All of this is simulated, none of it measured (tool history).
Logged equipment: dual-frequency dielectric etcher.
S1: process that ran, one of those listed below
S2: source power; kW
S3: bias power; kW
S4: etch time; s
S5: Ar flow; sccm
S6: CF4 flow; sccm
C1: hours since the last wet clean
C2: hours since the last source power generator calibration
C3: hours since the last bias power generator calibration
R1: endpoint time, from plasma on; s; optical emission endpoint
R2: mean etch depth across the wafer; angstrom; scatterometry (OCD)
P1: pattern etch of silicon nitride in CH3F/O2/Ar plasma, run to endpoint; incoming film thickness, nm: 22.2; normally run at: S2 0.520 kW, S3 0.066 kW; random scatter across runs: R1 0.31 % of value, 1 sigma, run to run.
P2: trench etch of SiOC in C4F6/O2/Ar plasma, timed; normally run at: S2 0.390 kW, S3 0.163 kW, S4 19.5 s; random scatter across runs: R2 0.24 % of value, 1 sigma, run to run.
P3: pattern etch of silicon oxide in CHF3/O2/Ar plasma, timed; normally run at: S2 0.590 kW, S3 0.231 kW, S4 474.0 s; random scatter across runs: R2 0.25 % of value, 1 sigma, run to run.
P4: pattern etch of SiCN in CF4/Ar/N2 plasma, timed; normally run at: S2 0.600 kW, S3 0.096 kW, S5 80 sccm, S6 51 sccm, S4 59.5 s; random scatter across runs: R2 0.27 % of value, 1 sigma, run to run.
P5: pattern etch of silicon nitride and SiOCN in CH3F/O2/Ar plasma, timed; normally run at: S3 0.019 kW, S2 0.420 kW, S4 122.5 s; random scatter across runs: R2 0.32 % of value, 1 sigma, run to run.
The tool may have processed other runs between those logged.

{"run": 1, "hour": 11.2, "S1": "P1", "S2": 0.52, "S3": 0.066, "C1": 167.5, "C2": 1317.9, "C3": 341.8, "R1": 28.679}
{"run": 2, "hour": 20.3, "S1": "P5", "S2": 0.42, "S3": 0.019, "S4": 122.5, "C1": 176.6, "C2": 1327.0, "C3": 350.9, "R2": 155.18}
{"run": 3, "hour": 27.4, "S1": "P3", "S2": 0.59, "S3": 0.231, "S4": 474.0, "C1": 183.7, "C2": 1334.1, "C3": 358.0, "R2": 10292.0}
{"run": 4, "hour": 36.0, "S1": "P1", "S2": 0.52, "S3": 0.066, "C1": 192.3, "C2": 1342.7, "C3": 366.6, "R1": 28.408}
{"run": 5, "hour": 46.6, "S1": "P4", "S2": 0.6, "S3": 0.096, "S4": 76.5, "S5": 80, "S6": 51, "C1": 202.9, "C2": 1353.3, "C3": 377.2, "R2": 936.37}
{"run": 6, "hour": 59.3, "S1": "P1", "S2": 0.71, "S3": 0.066, "C1": 215.6, "C2": 1366.0, "C3": 389.9, "R1": 25.273}
{"run": 7, "hour": 68.2, "S1": "P4", "S2": 0.8, "S3": 0.096, "S4": 59.5, "S5": 80, "S6": 51, "C1": 224.5, "C2": 1374.9, "C3": 398.8, "R2": 936.09}
{"run": 8, "hour": 75.8, "S1": "P1", "S2": 0.52, "S3": 0.066, "C1": 232.1, "C2": 1382.5, "C3": 406.4, "R1": 28.478}
{"run": 9, "hour": 82.6, "S1": "P1", "S2": 0.52, "S3": 0.041, "C1": 238.9, "C2": 1389.3, "C3": 413.2, "R1": 33.012}
{"run": 10, "hour": 90.9, "S1": "P1", "S2": 0.52, "S3": 0.066, "C1": 247.2, "C2": 1397.6, "C3": 421.5, "R1": 28.559}
{"run": 11, "hour": 100.5, "S1": "P1", "S2": 0.39, "S3": 0.066, "C1": 256.8, "C2": 1407.2, "C3": 431.1, "R1": 31.9}
{"run": 12, "hour": 108.8, "S1": "P5", "S2": 0.52, "S3": 0.019, "S4": 122.5, "C1": 265.1, "C2": 1415.5, "C3": 439.4, "R2": 166.03}
{"run": 13, "hour": 122.8, "S1": "P2", "S2": 0.39, "S3": 0.163, "S4": 26.5, "C1": 279.1, "C2": 1429.5, "C3": 453.4, "R2": 525.13}
{"run": 14, "hour": 132.5, "S1": "P4", "S2": 0.6, "S3": 0.096, "S4": 59.5, "S5": 80, "S6": 51, "C1": 288.8, "C2": 1439.2, "C3": 463.1, "R2": 728.81}
{"run": 15, "hour": 140.3, "S1": "P4", "S2": 0.6, "S3": 0.096, "S4": 59.5, "S5": 80, "S6": 65, "C1": 296.6, "C2": 1447.0, "C3": 470.9, "R2": 753.41}
{"run": 16, "hour": 149.7, "S1": "P3", "S2": 0.59, "S3": 0.142, "S4": 474.0, "C1": 306.0, "C2": 1456.4, "C3": 480.3, "R2": 8774.0}
{"run": 17, "hour": 161.7, "S1": "P1", "S2": 0.52, "S3": 0.066, "C1": 318.0, "C2": 1468.4, "C3": 492.3, "R1": 28.502}
{"run": 18, "hour": 173.8, "S1": "P2", "S2": 0.26, "S3": 0.163, "S4": 19.5, "C1": 330.1, "C2": 1480.5, "C3": 504.4, "R2": 328.97}
{"run": 19, "hour": 186.2, "S1": "P5", "S2": 0.42, "S3": 0.019, "S4": 67.5, "C1": 342.5, "C2": 1492.9, "C3": 516.8, "R2": 85.282}
{"run": 20, "hour": 197.9, "S1": "P3", "S2": 0.59, "S3": 0.231, "S4": 474.0, "C1": 354.2, "C2": 1504.6, "C3": 528.5, "R2": 10340.0}
{"run": 21, "hour": 204.0, "S1": "P5", "S2": 0.42, "S3": 0.011, "S4": 122.5, "C1": 360.3, "C2": 1510.7, "C3": 534.6, "R2": 124.19}
{"run": 22, "hour": 213.7, "S1": "P1", "S2": 0.33, "S3": 0.078, "C1": 370.0, "C2": 1520.4, "C3": 544.3, "R1": 31.872}
{"run": 23, "hour": 221.3, "S1": "P2", "S2": 0.39, "S3": 0.229, "S4": 19.5, "C1": 377.6, "C2": 1528.0, "C3": 551.9, "R2": 430.99}
{"run": 24, "hour": 232.0, "S1": "P2", "S2": 0.39, "S3": 0.163, "S4": 19.5, "C1": 388.3, "C2": 1538.7, "C3": 562.6, "R2": 386.89}
{"run": 25, "hour": 242.1, "S1": "P3", "S2": 0.59, "S3": 0.231, "S4": 260.5, "C1": 398.4, "C2": 1548.8, "C3": 572.7, "R2": 5647.7}
{"run": 26, "hour": 249.1, "S1": "P3", "S2": 0.8, "S3": 0.231, "S4": 474.0, "C1": 405.4, "C2": 1555.8, "C3": 579.7, "R2": 11549.0}
{"run": 27, "hour": 262.7, "S1": "P4", "S2": 0.6, "S3": 0.096, "S4": 59.5, "S5": 56, "S6": 51, "C1": 419.0, "C2": 1569.4, "C3": 593.3, "R2": 761.56}
{"run": 28, "hour": 274.4, "S1": "P1", "S2": 0.52, "S3": 0.091, "C1": 430.7, "C2": 1581.1, "C3": 605.0, "R1": 25.521}
{"run": 29, "hour": 288.1, "S1": "P2", "S2": 0.39, "S3": 0.163, "S4": 19.5, "C1": 444.4, "C2": 1594.8, "C3": 618.7, "R2": 388.18}
{"run": 30, "hour": 296.8, "S1": "P4", "S2": 0.6, "S3": 0.058, "S4": 59.5, "S5": 80, "S6": 51, "C1": 453.1, "C2": 1603.5, "C3": 627.4, "R2": 615.41}
{"run": 31, "hour": 305.0, "S1": "P1", "S2": 0.52, "S3": 0.066, "C1": 461.3, "C2": 1611.7, "C3": 635.6, "R1": 28.405}
{"run": 32, "hour": 312.3, "S1": "P4", "S2": 0.6, "S3": 0.096, "S4": 59.5, "S5": 80, "S6": 51, "C1": 468.6, "C2": 1619.0, "C3": 642.9, "R2": 728.8}
{"run": 33, "hour": 324.8, "S1": "P1", "S2": 0.52, "S3": 0.066, "C1": 481.1, "C2": 1631.5, "C3": 655.4, "R1": 28.587}
{"run": 34, "hour": 336.2, "S1": "P1", "S2": 0.52, "S3": 0.066, "C1": 492.5, "C2": 1642.9, "C3": 666.8, "R1": 28.563}
{"run": 35, "hour": 344.8, "S1": "P1", "S2": 0.52, "S3": 0.066, "C1": 501.1, "C2": 1651.5, "C3": 675.4, "R1": 28.751}
{"run": 36, "hour": 355.1, "S1": "P1", "S2": 0.52, "S3": 0.066, "C1": 511.4, "C2": 1661.8, "C3": 685.7, "R1": 28.897}

Run 37 is up next; what results do you expect?
{"run": 37, "hour": 367.8, "S1": "P1", "S2": 0.52, "S3": 0.066, "C1": 524.1, "C2": 1674.5, "C3": 698.4, "R1": "?"}

Run 37 measured R1 28.865 s.
